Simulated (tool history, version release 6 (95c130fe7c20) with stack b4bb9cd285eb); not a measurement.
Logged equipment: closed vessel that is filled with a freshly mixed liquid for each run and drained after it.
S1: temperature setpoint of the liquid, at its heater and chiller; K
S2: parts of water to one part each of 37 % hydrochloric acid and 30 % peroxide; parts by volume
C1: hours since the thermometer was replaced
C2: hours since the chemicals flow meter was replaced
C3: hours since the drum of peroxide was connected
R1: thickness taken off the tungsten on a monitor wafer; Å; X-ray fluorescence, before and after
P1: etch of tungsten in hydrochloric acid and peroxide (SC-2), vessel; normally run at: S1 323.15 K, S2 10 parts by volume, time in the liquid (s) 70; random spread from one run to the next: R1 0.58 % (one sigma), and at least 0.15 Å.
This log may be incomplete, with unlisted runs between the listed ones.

Run 1, day 0.312: S1 323.15 K, S2 10 parts by volume, time in the liquid (s) 70; C1 1674.7; C2 166.6; C3 315.9. Result: R1 97.761 Å.
Run 2, day 0.454: S1 338.15 K, S2 10 parts by volume, time in the liquid (s) 70; C1 1678.1; C2 170; C3 319.3. Result: R1 251.93 Å.
Run 3, day 0.671: S1 323.15 K, S2 4.5 parts by volume, time in the liquid (s) 30; C1 1683.3; C2 175.2; C3 324.5. Result: R1 76.959 Å.
Run 4, day 0.883: S1 323.15 K, S2 10 parts by volume, time in the liquid (s) 70; C1 1688.4; C2 180.3; C3 329.6. Result: R1 96.874 Å.
Run 5, day 1.188: S1 323.15 K, S2 10 parts by volume, time in the liquid (s) 120; C1 1695.7; C2 187.6; C3 336.9. Result: R1 166.61 Å.
Run 6, day 1.346: S1 323.15 K, S2 10 parts by volume, time in the liquid (s) 70; C1 1699.5; C2 191.4; C3 340.7. Result: R1 97.268 Å.
Run 7, day 1.492: S1 323.15 K, S2 10 parts by volume, time in the liquid (s) 70; C1 1703; C2 194.9; C3 344.2. Result: R1 96.275 Å.
Run 8, day 1.696: S1 309.65 K, S2 10 parts by volume, time in the liquid (s) 30; C1 1707.9; C2 199.8; C3 349.1. Result: R1 16.483 Å.
Run 9, day 1.842: S1 323.15 K, S2 10 parts by volume, time in the liquid (s) 70; C1 1711.4; C2 203.3; C3 352.6. Result: R1 95.971 Å.
Run 10, day 2.108: S1 314.65 K, S2 4 parts by volume, time in the liquid (s) 70; C1 1717.8; C2 209.7; C3 359. Result: R1 108.42 Å.
At day 2.175: new drum of peroxide connected.
Run 11, day 2.417: S1 314.15 K, S2 10 parts by volume, time in the liquid (s) 70; C1 1725.2; C2 217.1; C3 5.8. Result: R1 52.277 Å.
Run 12, day 2.65: S1 323.15 K, S2 16.5 parts by volume, time in the liquid (s) 70; C1 1730.8; C2 222.7; C3 11.4. Result: R1 62.686 Å.
Run 13, day 2.95: S1 323.15 K, S2 4 parts by volume, time in the liquid (s) 70; C1 1738; C2 229.9; C3 18.6. Result: R1 195.31 Å.
Run 14, day 3.246: S1 323.15 K, S2 10 parts by volume, time in the liquid (s) 30; C1 1745.1; C2 237; C3 25.7. Result: R1 41.664 Å.
Run 15, day 3.433: S1 323.15 K, S2 10 parts by volume, time in the liquid (s) 70; C1 1749.6; C2 241.5; C3 30.2. Result: R1 96.916 Å.
Run 16, day 3.629: S1 323.15 K, S2 10 parts by volume, time in the liquid (s) 70; C1 1754.3; C2 246.2; C3 34.9. Result: R1 99.975 Å.
Run 17, day 3.817: S1 323.15 K, S2 10 parts by volume, time in the liquid (s) 70; C1 1758.8; C2 250.7; C3 39.4. Result: R1 100.63 Å.
Run 18, day 3.971: S1 323.15 K, S2 10 parts by volume, time in the liquid (s) 70; C1 1762.5; C2 254.4; C3 43.1. Result: R1 102.16 Å.
Run 19, day 4.129: S1 323.15 K, S2 10 parts by volume, time in the liquid (s) 70; C1 1766.3; C2 258.2; C3 46.9. Result: R1 102.53 Å.
Run 20, day 4.267: S1 323.15 K, S2 10 parts by volume, time in the liquid (s) 70; C1 1769.6; C2 261.5; C3 50.2. Result: R1 104.46 Å.
Run 21, day 4.542: S1 323.15 K, S2 10 parts by volume, time in the liquid (s) 70; C1 1776.2; C2 268.1; C3 56.8. Result: R1 104.73 Å.
Run 22, day 4.729: S1 323.15 K, S2 10 parts by volume, time in the liquid (s) 70; C1 1780.7; C2 272.6; C3 61.3. Result: R1 105.02 Å.
Run 23, day 4.879: S1 323.15 K, S2 10 parts by volume, time in the liquid (s) 70; C1 1784.3; C2 276.2; C3 64.9. Result: R1 106.42 Å.
Run 24, day 5.112: S1 323.15 K, S2 10 parts by volume, time in the liquid (s) 70; C1 1789.9; C2 281.8; C3 70.5. Result: R1 104.93 Å.
Run 25, day 5.333: S1 323.15 K, S2 10 parts by volume, time in the liquid (s) 70; C1 1795.2; C2 287.1; C3 75.8. Result: R1 105.03 Å.
Run 26, day 5.617: S1 323.15 K, S2 10 parts by volume, time in the liquid (s) 70; C1 1802; C2 293.9; C3 82.6. Result: R1 105.73 Å.

What P1 gives has crept away from where it was. These 2 causes fit the log equally well, each at the size given:
A: chemicals flow above the setpoint (%) = 10.5
B: liquid hotter than its thermometer reads (K) = 1.24
Onset of the creep was near day 3.433.
The rest of the possible causes, and what rules out each one:
peroxide weaker than its label (%): at most 8, giving a -7.4 % change in R1: too small, or against the direction of the creep

4 check runs are offered, each on 5 wafers whose results are averaged, their results left as question marks. Which one tells the causes apart?
Run check 1, day 5.9: S1 323.15 K, S2 16.5 parts by volume, time in the liquid (s) 30. Result: R1 ?.
Run check 2, day 5.9: S1 335.65 K, S2 10 parts by volume, time in the liquid (s) 70. Result: R1 ?.
Run check 3, day 5.9: S1 330.15 K, S2 10 parts by volume, time in the liquid (s) 70. Result: R1 ?.
Run check 4, day 5.9: S1 314.65 K, S2 4 parts by volume, time in the liquid (s) 70. Result: R1 ?.

If the cause were each of the candidates in turn, the checks would give the following:
  check  result    if A    if B
check 1      R1  29.456  29.274
check 2      R1  234.95  233.52
check 3      R1   166.3  165.71
check 4      R1   115.7  118.21
Per-check spread between the two closest causes, in the result where they differ most: check 1 0.62 %; check 2 0.61 %; check 3 0.36 %; check 4 2.14 %
Check 4 is the one run that separates the causes; every other check would come out nearly the same whichever cause is at work.

With check 4 done, the readings were: R1 118.57 Å. Identify which of the listed causes applies.

It was cause B: liquid hotter than its thermometer reads (K).
